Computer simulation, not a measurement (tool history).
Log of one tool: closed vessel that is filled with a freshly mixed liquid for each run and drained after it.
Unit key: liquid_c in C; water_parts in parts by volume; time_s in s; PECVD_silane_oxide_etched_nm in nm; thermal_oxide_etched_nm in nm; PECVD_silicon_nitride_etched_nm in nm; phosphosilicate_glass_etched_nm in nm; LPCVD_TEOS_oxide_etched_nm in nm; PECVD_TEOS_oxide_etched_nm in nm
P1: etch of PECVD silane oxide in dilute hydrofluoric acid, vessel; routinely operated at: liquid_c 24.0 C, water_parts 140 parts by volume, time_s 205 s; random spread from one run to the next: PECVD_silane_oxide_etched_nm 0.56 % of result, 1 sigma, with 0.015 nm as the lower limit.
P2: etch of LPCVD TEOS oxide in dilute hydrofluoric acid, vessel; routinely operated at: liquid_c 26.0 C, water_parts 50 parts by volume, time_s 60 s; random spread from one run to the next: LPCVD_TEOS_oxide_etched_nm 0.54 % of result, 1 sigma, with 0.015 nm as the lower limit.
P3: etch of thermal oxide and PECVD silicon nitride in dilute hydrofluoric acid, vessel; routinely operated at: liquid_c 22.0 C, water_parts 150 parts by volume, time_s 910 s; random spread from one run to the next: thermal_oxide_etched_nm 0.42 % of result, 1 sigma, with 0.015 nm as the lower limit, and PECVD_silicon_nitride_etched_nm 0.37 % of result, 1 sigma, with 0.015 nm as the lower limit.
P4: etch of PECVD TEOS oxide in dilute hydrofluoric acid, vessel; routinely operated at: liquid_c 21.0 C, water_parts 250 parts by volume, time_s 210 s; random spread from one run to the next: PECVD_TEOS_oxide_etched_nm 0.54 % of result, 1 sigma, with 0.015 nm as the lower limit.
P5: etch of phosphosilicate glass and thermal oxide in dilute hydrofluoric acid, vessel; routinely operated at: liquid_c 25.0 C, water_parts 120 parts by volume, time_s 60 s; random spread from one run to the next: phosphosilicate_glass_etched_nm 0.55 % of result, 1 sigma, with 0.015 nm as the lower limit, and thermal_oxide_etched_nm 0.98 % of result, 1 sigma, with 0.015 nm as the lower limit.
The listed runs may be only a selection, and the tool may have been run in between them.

| run | hour | process | liquid_c | water_parts | time_s | hours since the thermometer was replaced | hours since the hydrofluoric acid flow meter was replaced | PECVD_silane_oxide_etched_nm | thermal_oxide_etched_nm | PECVD_silicon_nitride_etched_nm | phosphosilicate_glass_etched_nm | LPCVD_TEOS_oxide_etched_nm | PECVD_TEOS_oxide_etched_nm |
|---|---|---|---|---|---|---|---|---|---|---|---|---|---|
| 1 | 7.8 | P1 | 24.0 | 140 | 205 | 645.1 | 969.6 | 31.6510 |  |  |  |  |  |
| 2 | 19.7 | P3 | 29.5 | 150 | 910 | 657.0 | 981.5 |  | 32.4760 | 22.6870 |  |  |  |
| 3 | 27.8 | P1 | 24.0 | 140 | 205 | 665.1 | 989.6 | 31.6180 |  |  |  |  |  |
| 4 | 39.4 | P1 | 17.0 | 185 | 205 | 676.7 | 1001.2 | 17.3280 |  |  |  |  |  |
| 5 | 49.5 | P3 | 22.0 | 50 | 910 | 686.8 | 1011.3 |  | 82.4830 | 41.4460 |  |  |  |
| 6 | 61.7 | P5 | 31.0 | 120 | 60 | 699.0 | 1023.5 |  | 2.9991 |  | 37.722 |  |  |
| 7 | 74.7 | P2 | 26.0 | 50 | 95 | 712.0 | 1036.5 |  |  |  |  | 46.491 |  |
| 8 | 86.4 | P5 | 25.0 | 120 | 30 | 723.7 | 1048.2 |  | 1.2061 |  | 15.060 |  |  |
| 9 | 94.7 | P1 | 28.0 | 140 | 345 | 732.0 | 1056.5 | 61.5300 |  |  |  |  |  |
| 10 | 102.7 | P3 | 22.0 | 150 | 910 | 740.0 | 1064.5 |  | 24.5040 | 14.1690 |  |  |  |
| 11 | 112.2 | P1 | 24.0 | 140 | 205 | 749.5 | 1074.0 | 31.2840 |  |  |  |  |  |
| 12 | 121.6 | P2 | 26.0 | 50 | 60 | 758.9 | 1083.4 |  |  |  |  | 29.715 |  |
| 13 | 128.6 | P1 | 30.0 | 225 | 205 | 765.9 | 1090.4 | 21.9690 |  |  |  |  |  |
| 14 | 142.5 | P1 | 24.0 | 140 | 380 | 779.8 | 1104.3 | 58.8500 |  |  |  |  |  |
| 15 | 150.3 | P4 | 21.0 | 250 | 70 | 787.6 | 1112.1 |  |  |  |  |  | 2.9964 |
| 16 | 164.2 | P2 | 26.0 | 75 | 60 | 801.5 | 1126.0 |  |  |  |  | 19.159 |  |
| 17 | 171.4 | P1 | 24.0 | 80 | 205 | 808.7 | 1133.2 | 59.6730 |  |  |  |  |  |
| 18 | 179.1 | P1 | 32.0 | 140 | 205 | 816.4 | 1140.9 | 42.2540 |  |  |  |  |  |
| 19 | 185.6 | P4 | 21.0 | 250 | 210 | 822.9 | 1147.4 |  |  |  |  |  | 8.8354 |
| 20 | 197.7 | P1 | 24.0 | 140 | 30 | 835.0 | 1159.5 | 4.5973 |  |  |  |  |  |
| 21 | 204.1 | P5 | 25.0 | 120 | 60 | 841.4 | 1165.9 |  | 2.4109 |  | 30.031 |  |  |
| 22 | 214.0 | P2 | 26.0 | 50 | 60 | 851.3 | 1175.8 |  |  |  |  | 29.619 |  |
| 23 | 226.3 | P3 | 22.0 | 150 | 95 | 863.6 | 1188.1 |  | 2.5551 | 1.4666 |  |  |  |
| 24 | 239.3 | P4 | 21.0 | 370 | 210 | 876.6 | 1201.1 |  |  |  |  |  | 5.4035 |
| 25 | 249.5 | P4 | 17.0 | 250 | 210 | 886.8 | 1211.3 |  |  |  |  |  | 7.6416 |
| 26 | 260.3 | P5 | 25.0 | 205 | 60 | 897.6 | 1222.1 |  | 1.2906 |  | 15.983 |  |  |
| 27 | 269.0 | P1 | 17.5 | 140 | 205 | 906.3 | 1230.8 | 24.4540 |  |  |  |  |  |
| 28 | 282.3 | P2 | 30.0 | 50 | 60 | 919.6 | 1244.1 |  |  |  |  | 34.322 |  |
| 29 | 293.6 | P1 | 24.0 | 140 | 205 | 930.9 | 1255.4 | 31.4940 |  |  |  |  |  |
| 30 | 303.4 | P1 | 24.0 | 210 | 205 | 940.7 | 1265.2 | 19.5260 |  |  |  |  |  |
| 31 | 316.3 | P1 | 24.0 | 140 | 205 | 953.6 | 1278.1 | 31.6270 |  |  |  |  |  |
| 32 | 330.2 | P1 | 24.0 | 140 | 205 | 967.5 | 1292.0 | 32.9010 |  |  |  |  |  |
| 33 | 337.1 | P1 | 24.0 | 140 | 205 | 974.4 | 1298.9 | 33.1800 |  |  |  |  |  |
| 34 | 347.8 | P1 | 24.0 | 140 | 205 | 985.1 | 1309.6 | 33.4930 |  |  |  |  |  |
| 35 | 359.1 | P1 | 24.0 | 140 | 205 | 996.4 | 1320.9 | 33.6080 |  |  |  |  |  |
| 36 | 372.6 | P1 | 24.0 | 140 | 205 | 1009.9 | 1334.4 | 33.6700 |  |  |  |  |  |
| 37 | 379.0 | P1 | 24.0 | 140 | 205 | 1016.3 | 1340.8 | 33.5280 |  |  |  |  |  |
| 38 | 385.9 | P1 | 24.0 | 140 | 205 | 1023.2 | 1347.7 | 33.7270 |  |  |  |  |  |

What P1 gives has crept off from where it sat before. The 2 causes that follow fit the log equally well, each at the size noted:
A: liquid hotter than its thermometer reads (K) = 1.79
B: hydrofluoric acid flow above the setpoint (%) = 6.06
The drift started at roughly hour 316.3.

Listed below are the offered check runs, one wafer per run, with question marks in place of results. For which of them would the causes give clearly different outcomes?
| check 1 | 392.8 | P4 | 21.0 | 250 | 210 |  |  |  |  |  |  |  | ? |
| check 2 | 392.8 | P3 | 22.0 | 150 | 910 |  |  |  | ? | ? |  |  |  |
| check 3 | 392.8 | P5 | 25.0 | 120 | 60 |  |  |  | ? |  | ? |  |  |
| check 4 | 392.8 | P2 | 26.0 | 50 | 60 |  |  |  |  |  |  | ? |  |

What each check would give under each cause:
| check | result | if A | if B |
|---|---|---|---|
| check 1 | PECVD_TEOS_oxide_etched_nm | 9.4673 | 9.5323 |
| check 2 | thermal_oxide_etched_nm | 26.1890 | 26.1640 |
| check 2 | PECVD_silicon_nitride_etched_nm | 15.8800 | 14.9730 |
| check 3 | thermal_oxide_etched_nm | 2.5804 | 2.5769 |
| check 3 | phosphosilicate_glass_etched_nm | 32.182 | 32.138 |
| check 4 | LPCVD_TEOS_oxide_etched_nm | 31.563 | 31.277 |
How far apart the two closest causes lie, in the result that separates them most: check 1 0.68 %; check 2 5.89 %; check 3 0.14 %; check 4 0.91 %
Only in check 2 would the causes give clearly different results; in the remaining checks their results would be nearly the same.

Check 2 has now been run. It gave: thermal_oxide_etched_nm 26.2720 nm; PECVD_silicon_nitride_etched_nm 14.9180 nm. Which of the candidate causes is it?

B is the cause: hydrofluoric acid flow above the setpoint (%).

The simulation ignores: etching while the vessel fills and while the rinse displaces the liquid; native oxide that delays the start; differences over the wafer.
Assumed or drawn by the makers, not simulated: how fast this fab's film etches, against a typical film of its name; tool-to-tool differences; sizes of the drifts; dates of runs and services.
